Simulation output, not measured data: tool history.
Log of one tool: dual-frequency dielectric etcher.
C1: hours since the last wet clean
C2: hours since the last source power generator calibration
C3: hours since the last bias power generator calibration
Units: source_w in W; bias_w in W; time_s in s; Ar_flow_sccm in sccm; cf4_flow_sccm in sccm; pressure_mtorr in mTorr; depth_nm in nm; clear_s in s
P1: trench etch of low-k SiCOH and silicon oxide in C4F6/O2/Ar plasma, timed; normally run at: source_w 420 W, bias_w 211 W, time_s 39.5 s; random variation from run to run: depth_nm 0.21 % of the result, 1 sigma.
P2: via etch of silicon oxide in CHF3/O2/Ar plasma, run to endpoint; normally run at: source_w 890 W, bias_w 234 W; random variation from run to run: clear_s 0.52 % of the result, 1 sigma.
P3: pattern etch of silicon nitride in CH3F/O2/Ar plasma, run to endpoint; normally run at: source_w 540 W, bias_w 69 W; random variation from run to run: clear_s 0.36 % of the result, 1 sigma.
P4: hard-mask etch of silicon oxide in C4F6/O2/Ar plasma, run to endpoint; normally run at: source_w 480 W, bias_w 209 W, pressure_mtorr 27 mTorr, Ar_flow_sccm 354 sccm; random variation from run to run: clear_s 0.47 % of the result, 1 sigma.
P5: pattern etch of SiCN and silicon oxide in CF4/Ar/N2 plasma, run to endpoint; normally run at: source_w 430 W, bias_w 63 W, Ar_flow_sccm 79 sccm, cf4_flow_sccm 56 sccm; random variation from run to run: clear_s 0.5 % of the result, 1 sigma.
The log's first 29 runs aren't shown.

{"run": 30, "hour": 152.1, "process": "P4", "source_w": 480, "bias_w": 209, "Ar_flow_sccm": 354, "pressure_mtorr": 35, "C1": 395.4, "C2": 21.5, "C3": 707, "clear_s": 87.74}
{"run": 31, "hour": 157.1, "process": "P1", "source_w": 420, "bias_w": 211, "time_s": 39.5, "C1": 400.4, "C2": 26.5, "C3": 712, "depth_nm": 128.66}
{"run": 32, "hour": 160.2, "process": "P1", "source_w": 420, "bias_w": 211, "time_s": 39.5, "C1": 403.5, "C2": 29.6, "C3": 715.1, "depth_nm": 128.48}
{"run": 33, "hour": 165.2, "process": "P1", "source_w": 420, "bias_w": 211, "time_s": 39.5, "C1": 408.5, "C2": 34.6, "C3": 720.1, "depth_nm": 127.84}
{"run": 34, "hour": 168.8, "process": "P1", "source_w": 420, "bias_w": 211, "time_s": 39.5, "C1": 412.1, "C2": 38.2, "C3": 723.7, "depth_nm": 127.14}
{"run": 35, "hour": 172.4, "process": "P1", "source_w": 420, "bias_w": 211, "time_s": 39.5, "C1": 415.7, "C2": 41.8, "C3": 727.3, "depth_nm": 127.85}
{"hour": 173.6, "done": "wet clean of the chamber"}
{"run": 36, "hour": 178.4, "process": "P1", "source_w": 420, "bias_w": 211, "time_s": 39.5, "C1": 4.8, "C2": 47.8, "C3": 733.3, "depth_nm": 127.1}
{"run": 37, "hour": 181.7, "process": "P1", "source_w": 420, "bias_w": 211, "time_s": 39.5, "C1": 8.1, "C2": 51.1, "C3": 736.6, "depth_nm": 126.74}

The next listed run, before its measurement:
{"run": 38, "hour": 188.0, "process": "P1", "source_w": 420, "bias_w": 211, "time_s": 39.5, "C1": 14.4, "C2": 57.4, "C3": 742.9, "depth_nm": "?"}

{"run 38": {"depth_nm": 126.66}}
